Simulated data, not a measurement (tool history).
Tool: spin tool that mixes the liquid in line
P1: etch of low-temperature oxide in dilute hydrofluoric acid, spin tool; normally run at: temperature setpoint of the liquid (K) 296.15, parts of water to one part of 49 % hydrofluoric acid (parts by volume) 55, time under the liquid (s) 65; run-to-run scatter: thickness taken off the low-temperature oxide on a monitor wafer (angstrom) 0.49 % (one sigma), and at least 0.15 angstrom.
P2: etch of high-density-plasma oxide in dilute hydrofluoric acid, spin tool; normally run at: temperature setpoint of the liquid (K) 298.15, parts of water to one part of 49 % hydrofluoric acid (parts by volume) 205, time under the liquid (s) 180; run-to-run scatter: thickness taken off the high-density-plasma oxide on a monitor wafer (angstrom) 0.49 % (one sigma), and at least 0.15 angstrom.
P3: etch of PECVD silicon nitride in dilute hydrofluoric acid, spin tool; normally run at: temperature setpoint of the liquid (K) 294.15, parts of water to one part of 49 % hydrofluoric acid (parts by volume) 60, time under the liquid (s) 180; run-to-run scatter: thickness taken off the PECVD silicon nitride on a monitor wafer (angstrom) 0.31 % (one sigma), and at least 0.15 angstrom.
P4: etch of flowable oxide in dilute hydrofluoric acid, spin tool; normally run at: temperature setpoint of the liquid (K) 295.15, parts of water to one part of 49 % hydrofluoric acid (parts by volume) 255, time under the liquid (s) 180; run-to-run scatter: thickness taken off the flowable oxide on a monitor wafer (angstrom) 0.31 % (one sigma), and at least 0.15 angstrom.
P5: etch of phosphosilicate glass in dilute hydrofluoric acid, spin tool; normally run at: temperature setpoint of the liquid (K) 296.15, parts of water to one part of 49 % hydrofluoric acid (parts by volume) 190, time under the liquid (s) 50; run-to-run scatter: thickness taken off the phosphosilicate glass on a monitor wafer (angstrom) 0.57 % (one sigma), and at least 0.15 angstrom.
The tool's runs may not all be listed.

| run | day | process that ran | temperature setpoint of the liquid (K) | parts of water to one part of 49 % hydrofluoric acid (parts by volume) | time under the liquid (s) | hours since the thermometer was replaced | hours since the hydrofluoric acid flow meter was replaced | thickness taken off the low-temperature oxide on a monitor wafer (angstrom) | thickness taken off the high-density-plasma oxide on a monitor wafer (angstrom) | thickness taken off the PECVD silicon nitride on a monitor wafer (angstrom) | thickness taken off the flowable oxide on a monitor wafer (angstrom) | thickness taken off the phosphosilicate glass on a monitor wafer (angstrom) |
|---|---|---|---|---|---|---|---|---|---|---|---|---|
| 1 | 0.621 | P1 | 296.15 | 55 | 65 | 1992.5 | 182.7 | 231.91 |  |  |  |  |
| 2 | 0.958 | P1 | 296.15 | 55 | 65 | 2000.6 | 190.8 | 235.24 |  |  |  |  |
| 3 | 1.35 | P2 | 298.15 | 205 | 180 | 2010 | 200.2 |  | 48.247 |  |  |  |
| 4 | 1.771 | P3 | 294.15 | 30 | 180 | 2020.1 | 210.3 |  |  | 170.7 |  |  |
| 5 | 2.212 | P4 | 295.15 | 255 | 180 | 2030.7 | 220.9 |  |  |  | 134.73 |  |
| 6 | 2.654 | P1 | 296.15 | 55 | 65 | 2041.3 | 231.5 | 235.34 |  |  |  |  |
| 7 | 2.992 | P3 | 294.15 | 60 | 180 | 2049.4 | 239.6 |  |  | 86.642 |  |  |
| 8 | 3.467 | P4 | 295.15 | 65 | 180 | 2060.8 | 251 |  |  |  | 650.16 |  |
| 9 | 4.083 | P3 | 294.15 | 60 | 70 | 2075.6 | 265.8 |  |  | 33.767 |  |  |
| 10 | 4.542 | P5 | 296.15 | 95 | 50 | 2086.6 | 276.8 |  |  |  |  | 605.32 |
| 11 | 5.092 | P5 | 296.15 | 190 | 50 | 2099.8 | 290 |  |  |  |  | 273.54 |
| 12 | 5.8 | P1 | 296.15 | 55 | 65 | 2116.8 | 307 | 230.71 |  |  |  |  |
| 13 | 6.117 | P2 | 298.15 | 205 | 180 | 2124.4 | 314.6 |  | 48.402 |  |  |  |
| 14 | 6.567 | P3 | 290.15 | 60 | 180 | 2135.2 | 325.4 |  |  | 65.598 |  |  |
| 15 | 6.892 | P1 | 301.65 | 55 | 15 | 2143 | 333.2 | 67.377 |  |  |  |  |
| 16 | 7.288 | P2 | 302.15 | 205 | 180 | 2152.5 | 342.7 |  | 55.178 |  |  |  |
| 17 | 7.9 | P1 | 296.15 | 95 | 65 | 2167.2 | 357.4 | 129.31 |  |  |  |  |
| 18 | 8.35 | P1 | 302.65 | 55 | 65 | 2178 | 368.2 | 302.6 |  |  |  |  |
| 19 | 9.021 | P1 | 296.15 | 20 | 65 | 2194.1 | 384.3 | 674.23 |  |  |  |  |
| 20 | 9.683 | P2 | 298.15 | 205 | 100 | 2210 | 400.2 |  | 26.566 |  |  |  |
| 21 | 10.129 | P1 | 296.15 | 55 | 65 | 2220.7 | 410.9 | 234.24 |  |  |  |  |
| 22 | 10.783 | P4 | 295.15 | 255 | 180 | 2236.4 | 426.6 |  |  |  | 133.85 |  |
| 23 | 11.188 | P4 | 290.15 | 255 | 180 | 2246.1 | 436.3 |  |  |  | 111.8 |  |
| 24 | 11.708 | P3 | 294.15 | 60 | 180 | 2258.6 | 448.8 |  |  | 86.691 |  |  |
| 25 | 12.162 | P5 | 296.15 | 190 | 20 | 2269.5 | 459.7 |  |  |  |  | 109.7 |
| 26 | 12.762 | P1 | 296.15 | 55 | 105 | 2283.9 | 474.1 | 374.69 |  |  |  |  |
| 27 | 13.096 | P4 | 295.15 | 255 | 295 | 2291.9 | 482.1 |  |  |  | 220.47 |  |
| 28 | 13.775 | P2 | 298.15 | 80 | 180 | 2308.2 | 498.4 |  | 143.32 |  |  |  |
| 29 | 14.238 | P1 | 290.15 | 55 | 15 | 2319.3 | 509.5 | 41.717 |  |  |  |  |
| 30 | 14.554 | P1 | 292.65 | 55 | 65 | 2326.9 | 517.1 | 202.17 |  |  |  |  |
| 31 | 15.146 | P5 | 296.15 | 190 | 50 | 2341.1 | 531.3 |  |  |  |  | 270.01 |
| 32 | 15.838 | P5 | 290.65 | 190 | 50 | 2357.7 | 547.9 |  |  |  |  | 219 |
| 33 | 16.317 | P1 | 296.15 | 55 | 25 | 2369.2 | 559.4 | 90.381 |  |  |  |  |
| 34 | 16.85 | P1 | 296.15 | 55 | 65 | 2382 | 572.2 | 234.3 |  |  |  |  |
| 35 | 17.438 | P1 | 296.15 | 55 | 65 | 2396.1 | 586.3 | 225.83 |  |  |  |  |
| 36 | 17.804 | P1 | 296.15 | 55 | 65 | 2404.9 | 595.1 | 222.1 |  |  |  |  |
| 37 | 18.4 | P1 | 296.15 | 55 | 65 | 2419.2 | 609.4 | 217.92 |  |  |  |  |
| 38 | 18.8 | P1 | 296.15 | 55 | 65 | 2428.8 | 619 | 218.33 |  |  |  |  |
| 39 | 19.392 | P1 | 296.15 | 55 | 65 | 2443 | 633.2 | 216.37 |  |  |  |  |
| 40 | 19.771 | P1 | 296.15 | 55 | 65 | 2452.1 | 642.3 | 215.55 |  |  |  |  |
| 41 | 20.246 | P1 | 296.15 | 55 | 65 | 2463.5 | 653.7 | 214.09 |  |  |  |  |
| 42 | 20.879 | P1 | 296.15 | 55 | 65 | 2478.7 | 668.9 | 212.79 |  |  |  |  |
| 43 | 21.288 | P1 | 296.15 | 55 | 65 | 2488.5 | 678.7 | 212.42 |  |  |  |  |
| 44 | 21.704 | P1 | 296.15 | 55 | 65 | 2498.5 | 688.7 | 212.45 |  |  |  |  |
| 45 | 22.267 | P1 | 296.15 | 55 | 65 | 2512 | 702.2 | 212.18 |  |  |  |  |

What P1 gives has crept away from where it was. These 2 causes fit the log equally well, each at the size given:
A: liquid colder than its thermometer reads (K) = 2.2
B: hydrofluoric acid flow below the setpoint (%) = 8.19
The creep began at about day 16.85.

4 check runs are offered, one wafer each, their results left as question marks. Which one tells the causes apart?
| check 1 | 22.829 | P2 | 298.15 | 110 | 180 |  |  |  | ? |  |  |  |
| check 2 | 22.829 | P3 | 290.15 | 60 | 105 |  |  |  |  | ? |  |  |
| check 3 | 22.829 | P4 | 290.15 | 75 | 180 |  |  |  |  |  | ? |  |
| check 4 | 22.829 | P5 | 296.15 | 135 | 50 |  |  |  |  |  |  | ? |

What each check would give under each cause:
| check | result | if A | if B |
|---|---|---|---|
| check 1 | thickness taken off the high-density-plasma oxide on a monitor wafer (angstrom) | 91.901 | 90.907 |
| check 2 | thickness taken off the PECVD silicon nitride on a monitor wafer (angstrom) | 32.699 | 35.218 |
| check 3 | thickness taken off the flowable oxide on a monitor wafer (angstrom) | 410.05 | 411.05 |
| check 4 | thickness taken off the phosphosilicate glass on a monitor wafer (angstrom) | 374.19 | 369.63 |
How far apart the two closest causes lie, in the result that separates them most: check 1 1.09 %; check 2 7.42 %; check 3 0.24 %; check 4 1.23 %
Check 2 tells the causes apart: in the others they would give nearly the same result.

Check 2 was then run and gave: thickness taken off the PECVD silicon nitride on a monitor wafer (angstrom) 35.535. Which cause is it?

It is B: hydrofluoric acid flow below the setpoint (%).
